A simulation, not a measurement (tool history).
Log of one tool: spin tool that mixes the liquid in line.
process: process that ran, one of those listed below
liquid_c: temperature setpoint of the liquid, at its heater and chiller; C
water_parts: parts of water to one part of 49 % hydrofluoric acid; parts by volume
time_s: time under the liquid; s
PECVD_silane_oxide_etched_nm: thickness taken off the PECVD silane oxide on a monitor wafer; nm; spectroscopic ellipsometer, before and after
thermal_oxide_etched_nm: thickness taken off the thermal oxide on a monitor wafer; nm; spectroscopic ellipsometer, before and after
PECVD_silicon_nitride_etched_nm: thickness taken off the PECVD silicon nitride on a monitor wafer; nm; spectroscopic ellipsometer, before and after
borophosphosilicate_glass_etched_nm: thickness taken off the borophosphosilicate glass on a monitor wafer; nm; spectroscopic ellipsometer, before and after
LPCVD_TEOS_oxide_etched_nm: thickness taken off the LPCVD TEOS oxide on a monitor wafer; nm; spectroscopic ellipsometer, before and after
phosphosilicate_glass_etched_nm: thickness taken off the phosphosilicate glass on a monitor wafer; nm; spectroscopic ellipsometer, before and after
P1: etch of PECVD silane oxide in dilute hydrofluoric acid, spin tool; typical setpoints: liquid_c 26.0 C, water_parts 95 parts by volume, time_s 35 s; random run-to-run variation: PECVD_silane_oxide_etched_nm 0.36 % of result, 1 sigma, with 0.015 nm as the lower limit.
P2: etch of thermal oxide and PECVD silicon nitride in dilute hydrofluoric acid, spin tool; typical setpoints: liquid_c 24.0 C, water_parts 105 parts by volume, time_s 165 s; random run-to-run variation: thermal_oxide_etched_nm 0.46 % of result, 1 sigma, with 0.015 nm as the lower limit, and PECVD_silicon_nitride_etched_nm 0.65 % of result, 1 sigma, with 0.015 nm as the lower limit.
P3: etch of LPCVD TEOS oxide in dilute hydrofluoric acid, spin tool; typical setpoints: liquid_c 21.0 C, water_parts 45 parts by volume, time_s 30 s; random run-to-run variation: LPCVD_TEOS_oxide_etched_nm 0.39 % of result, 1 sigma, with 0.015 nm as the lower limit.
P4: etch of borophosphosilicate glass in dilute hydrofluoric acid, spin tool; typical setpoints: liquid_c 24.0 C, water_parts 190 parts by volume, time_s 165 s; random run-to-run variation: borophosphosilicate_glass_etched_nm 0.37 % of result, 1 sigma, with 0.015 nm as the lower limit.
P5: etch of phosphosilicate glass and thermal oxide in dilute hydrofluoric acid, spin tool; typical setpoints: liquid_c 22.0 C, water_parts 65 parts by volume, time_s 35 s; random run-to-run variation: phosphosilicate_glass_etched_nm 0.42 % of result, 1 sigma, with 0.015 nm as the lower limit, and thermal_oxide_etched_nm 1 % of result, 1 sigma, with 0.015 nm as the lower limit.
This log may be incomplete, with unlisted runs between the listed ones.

| run | hour | process | liquid_c | water_parts | time_s | PECVD_silane_oxide_etched_nm | thermal_oxide_etched_nm | PECVD_silicon_nitride_etched_nm | borophosphosilicate_glass_etched_nm | LPCVD_TEOS_oxide_etched_nm | phosphosilicate_glass_etched_nm |
|---|---|---|---|---|---|---|---|---|---|---|---|
| 1 | 14.0 | P1 | 26.0 | 95 | 35 | 9.1556 |  |  |  |  |  |
| 2 | 25.3 | P2 | 24.0 | 105 | 300 |  | 13.1640 | 8.2083 |  |  |  |
| 3 | 41.5 | P2 | 17.0 | 105 | 165 |  | 5.4299 | 2.7690 |  |  |  |
| 4 | 59.0 | P4 | 24.0 | 190 | 165 |  |  |  | 33.8520 |  |  |
| 5 | 75.3 | P1 | 26.0 | 95 | 35 | 9.2589 |  |  |  |  |  |
| 6 | 90.6 | P1 | 19.0 | 95 | 35 | 6.9233 |  |  |  |  |  |
| 7 | 108.1 | P1 | 26.0 | 95 | 15 | 3.9448 |  |  |  |  |  |
| 8 | 122.7 | P4 | 24.0 | 190 | 25 |  |  |  | 5.1468 |  |  |
| 9 | 137.1 | P1 | 30.0 | 95 | 35 | 10.7870 |  |  |  |  |  |
| 10 | 147.7 | P3 | 21.0 | 45 | 60 |  |  |  |  | 69.851 |  |
| 11 | 159.0 | P5 | 29.0 | 65 | 35 |  | 3.1995 |  |  |  | 71.408 |
| 12 | 171.8 | P1 | 26.0 | 95 | 35 | 9.3073 |  |  |  |  |  |
| 13 | 188.1 | P3 | 21.0 | 45 | 30 |  |  |  |  | 35.353 |  |
| 14 | 198.4 | P3 | 29.0 | 45 | 30 |  |  |  |  | 49.278 |  |
| 15 | 208.9 | P1 | 26.0 | 95 | 35 | 9.3017 |  |  |  |  |  |
| 16 | 218.2 | P1 | 26.0 | 95 | 60 | 15.8620 |  |  |  |  |  |
| 17 | 229.0 | P1 | 26.0 | 95 | 35 | 9.2663 |  |  |  |  |  |
| 18 | 243.7 | P1 | 26.0 | 155 | 15 | 2.2398 |  |  |  |  |  |
| 19 | 257.2 | P1 | 26.0 | 95 | 35 | 9.2264 |  |  |  |  |  |
| 20 | 269.8 | P1 | 30.5 | 95 | 50 | 15.6240 |  |  |  |  |  |
| 21 | 279.6 | P1 | 18.0 | 95 | 55 | 10.5340 |  |  |  |  |  |
| 22 | 296.4 | P1 | 26.0 | 150 | 35 | 5.4951 |  |  |  |  |  |
| 23 | 304.6 | P1 | 26.0 | 20 | 35 | 48.4460 |  |  |  |  |  |
| 24 | 319.1 | P2 | 24.0 | 165 | 165 |  | 4.2299 | 2.8497 |  |  |  |
| 25 | 329.8 | P3 | 21.0 | 75 | 30 |  |  |  |  | 20.372 |  |
| 26 | 343.9 | P5 | 22.0 | 65 | 15 |  | 1.0187 |  |  |  | 23.202 |
| 27 | 352.8 | P2 | 24.0 | 105 | 165 |  | 7.2284 | 4.4647 |  |  |  |
| 28 | 370.3 | P1 | 26.0 | 95 | 35 | 9.2694 |  |  |  |  |  |
| 29 | 385.7 | P5 | 22.0 | 100 | 35 |  | 1.4951 |  |  |  | 33.874 |
| 30 | 398.5 | P5 | 22.0 | 65 | 35 |  | 2.3587 |  |  |  | 54.252 |
| 31 | 410.9 | P4 | 24.0 | 295 | 165 |  |  |  | 19.6470 |  |  |
| 32 | 420.0 | P4 | 17.0 | 190 | 165 |  |  |  | 25.7030 |  |  |

Run 33 has not been measured yet. What should we expect?
| 33 | 432.1 | P4 | 24.0 | 190 | 165 |  |  |  | ? |  |  |

For run 33 the tool returned borophosphosilicate_glass_etched_nm 33.9750 nm.

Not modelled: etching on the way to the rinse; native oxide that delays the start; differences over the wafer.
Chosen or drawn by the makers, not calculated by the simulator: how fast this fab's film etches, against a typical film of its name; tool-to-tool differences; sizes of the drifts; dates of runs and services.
